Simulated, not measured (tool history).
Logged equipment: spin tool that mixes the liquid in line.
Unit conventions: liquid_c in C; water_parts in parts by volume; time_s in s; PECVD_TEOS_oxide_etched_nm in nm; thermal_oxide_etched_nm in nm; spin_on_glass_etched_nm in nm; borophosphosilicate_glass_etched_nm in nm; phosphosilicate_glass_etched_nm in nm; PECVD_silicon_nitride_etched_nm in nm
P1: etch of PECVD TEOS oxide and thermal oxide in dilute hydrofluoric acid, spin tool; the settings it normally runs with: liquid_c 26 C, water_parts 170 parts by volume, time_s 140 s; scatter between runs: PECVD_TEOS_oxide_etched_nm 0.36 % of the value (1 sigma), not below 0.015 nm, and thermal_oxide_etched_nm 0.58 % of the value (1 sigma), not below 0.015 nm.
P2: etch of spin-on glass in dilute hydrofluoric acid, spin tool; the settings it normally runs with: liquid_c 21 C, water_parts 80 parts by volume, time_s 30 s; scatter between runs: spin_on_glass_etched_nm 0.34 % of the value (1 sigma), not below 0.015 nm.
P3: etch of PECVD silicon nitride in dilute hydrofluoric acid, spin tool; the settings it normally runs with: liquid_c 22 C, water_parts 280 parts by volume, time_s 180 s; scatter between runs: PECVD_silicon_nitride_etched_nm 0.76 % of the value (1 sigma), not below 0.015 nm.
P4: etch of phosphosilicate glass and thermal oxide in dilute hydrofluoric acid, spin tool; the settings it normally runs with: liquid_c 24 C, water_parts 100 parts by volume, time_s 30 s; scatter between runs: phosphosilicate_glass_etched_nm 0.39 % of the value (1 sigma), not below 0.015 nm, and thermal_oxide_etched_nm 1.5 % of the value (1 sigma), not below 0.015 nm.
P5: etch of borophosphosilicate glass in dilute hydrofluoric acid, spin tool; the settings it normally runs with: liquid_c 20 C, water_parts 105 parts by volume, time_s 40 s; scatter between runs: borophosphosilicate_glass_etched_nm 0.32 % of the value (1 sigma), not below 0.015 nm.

run   hour  process  liquid_c  water_parts  time_s  hours since the thermometer was replaced  hours since the hydrofluoric acid flow meter was replaced  PECVD_TEOS_oxide_etched_nm  thermal_oxide_etched_nm  spin_on_glass_etched_nm  borophosphosilicate_glass_etched_nm  phosphosilicate_glass_etched_nm  PECVD_silicon_nitride_etched_nm
  1    7.3       P1        26          170     140                                     354.6                                                      284.4                      6.9745                   4.0135
  2   17.4       P2      26.5           80      30                                     364.7                                                      294.5                                                                        27.224
  3   25.2       P5        28          105      40                                     372.5                                                      302.3                                                                                                             24.735
  4   31.2       P1        26          170     140                                     378.5                                                      308.3                      6.9827                   4.0099
  5     39       P1        26          170     140                                     386.3                                                      316.1                      7.0153                   4.0355
  6   43.6       P2        21           80      55                                     390.9                                                      320.7                                                                        40.179
  7   53.9       P1      30.5           70     140                                     401.2                                                        331                      23.028                   13.205
  8   63.3       P1        26          245     140                                     410.6                                                      340.4                      4.4933                   2.5928
  9   73.9       P1      18.5          170     140                                     421.2                                                        351                      5.2935                   3.0223
 10   83.5       P4        24          100      30                                     430.8                                                      360.6                                               1.4872                                                                                         50.908
 11   94.1       P1      20.5          110     140                                     441.4                                                      371.2                      9.4744                   5.3993
 12   99.7       P3        17          280     180                                       447                                                      376.8                                                                                                                                                                                2.394
 13  107.5       P4        24          100      30                                     454.8                                                      384.6                                               1.4808                                                                                         50.503
 14  113.6       P1        26          170     235                                     460.9                                                      390.7                       11.81                   6.7638
 15  119.4       P4        17          100      30                                     466.7                                                      396.5                                               1.1232                                                                                         38.117
 16    125       P2        21          145      30                                     472.3                                                      402.1                                                                        11.168
 17  130.7       P1        26          170     140                                       478                                                      407.8                      7.0007                   4.0379
 18  139.1       P5        20          150      40                                     486.4                                                      416.2                                                                                                             12.016
 19  145.9       P1        26           60     140                                     493.2                                                        423                      22.826                   13.113
 20  153.7       P5        20          105      15                                       501                                                      430.8                                                                                                             6.7527
 21  163.5       P3        22          170     180                                     510.8                                                      440.6                                                                                                                                                                               5.3502
 22  168.9       P4        24          100      55                                     516.2                                                        446                                               2.8191                                                                                         93.572
 23  173.7       P2        21           80      30                                       521                                                      450.8                                                                         21.74
 24  184.3       P5        20          105      40                                     531.6                                                      461.4                                                                                                             18.008
 25  189.5       P4        24          180      30                                     536.8                                                      466.6                                              0.76769                                                                                         25.609
 26  199.7       P3        22          280     320                                       547                                                      476.8                                                                                                                                                                               5.8305
 27  205.9       P1        26          170     140                                     553.2                                                        483                       7.069                   3.9967
 28  211.4       P1        26          170      15                                     558.7                                                      488.5                     0.76119                  0.45452
 29  219.1       P1        26          245      15                                     566.4                                                      496.2                      0.4741                  0.27163
 30  227.8       P1        26          170     140                                     575.1                                                      504.9                      7.0134                   4.0228
 31  232.5       P3        22          280     180                                     579.8                                                      509.6                                                                                                                                                                                3.261
 32  241.2       P1        34          170     140                                     588.5                                                      518.3                      9.3221                   5.3669
 33  247.9       P1        26          170     140                                     595.2                                                        525                      7.0216                   4.0162
 34    255       P1        26          170     140                                     602.3                                                      532.1                      7.1222                   4.0764
 35  261.8       P1        26          170     140                                     609.1                                                      538.9                      7.3058                   4.1841
 36  271.9       P1        26          170     140                                     619.2                                                        549                      7.4026                   4.2508
 37  278.9       P1        26          170     140                                     626.2                                                        556                      7.4211                   4.2323
 38  284.4       P1        26          170     140                                     631.7                                                      561.5                      7.4674                   4.2618
 39  292.1       P1        26          170     140                                     639.4                                                      569.2                      7.4362                   4.2552
 40  301.5       P1        26          170     140                                     648.8                                                      578.6                      7.5071                   4.2476
 41  311.6       P1        26          170     140                                     658.9                                                      588.7                      7.5169                   4.2695
 42  318.1       P1        26          170     140                                     665.4                                                      595.2                      7.5339                   4.2809
 43  324.8       P1        26          170     140                                     672.1                                                      601.9                      7.4979                   4.2848

What P1 gives has crept away from where it was. These 2 causes fit the log equally well, each at the size given:
A: hydrofluoric acid flow above the setpoint (%) = 5.78
B: liquid hotter than its thermometer reads (K) = 1.84
The drift started at roughly hour 247.9.

Consider the 4 single-wafer check runs listed below, results given as question marks: which one distinguishes between the causes by giving clearly different results for each?
check 1  331.5       P4        24          175      30                                                                                                                                                         ?                                                                                              ?
check 2  331.5       P5      26.5          105      40                                                                                                                                                                                                                       ?
check 3  331.5       P2        21          140      30                                                                                                                                                                                  ?
check 4  331.5       P3        17          280     285                                                                                                                                                                                                                                                                                         ?

If the cause were each of the candidates in turn, the checks would give the following:
  check                               result     if A     if B
check 1              thermal_oxide_etched_nm  0.84722  0.84862
check 1      phosphosilicate_glass_etched_nm   28.377   28.424
check 2  borophosphosilicate_glass_etched_nm   24.942    25.11
check 3              spin_on_glass_etched_nm   12.445   12.543
check 4      PECVD_silicon_nitride_etched_nm   3.9681   4.2412
Per-check spread between the two closest causes, in the result where they differ most: check 1 0.16 %; check 2 0.67 %; check 3 0.78 %; check 4 6.66 %
The causes can be told apart only by check 4. The other checks would give nearly the same results under each of them.

Check 4 was then run and gave: PECVD_silicon_nitride_etched_nm 4.2178 nm. Which cause is it?

It is B: liquid hotter than its thermometer reads (K).
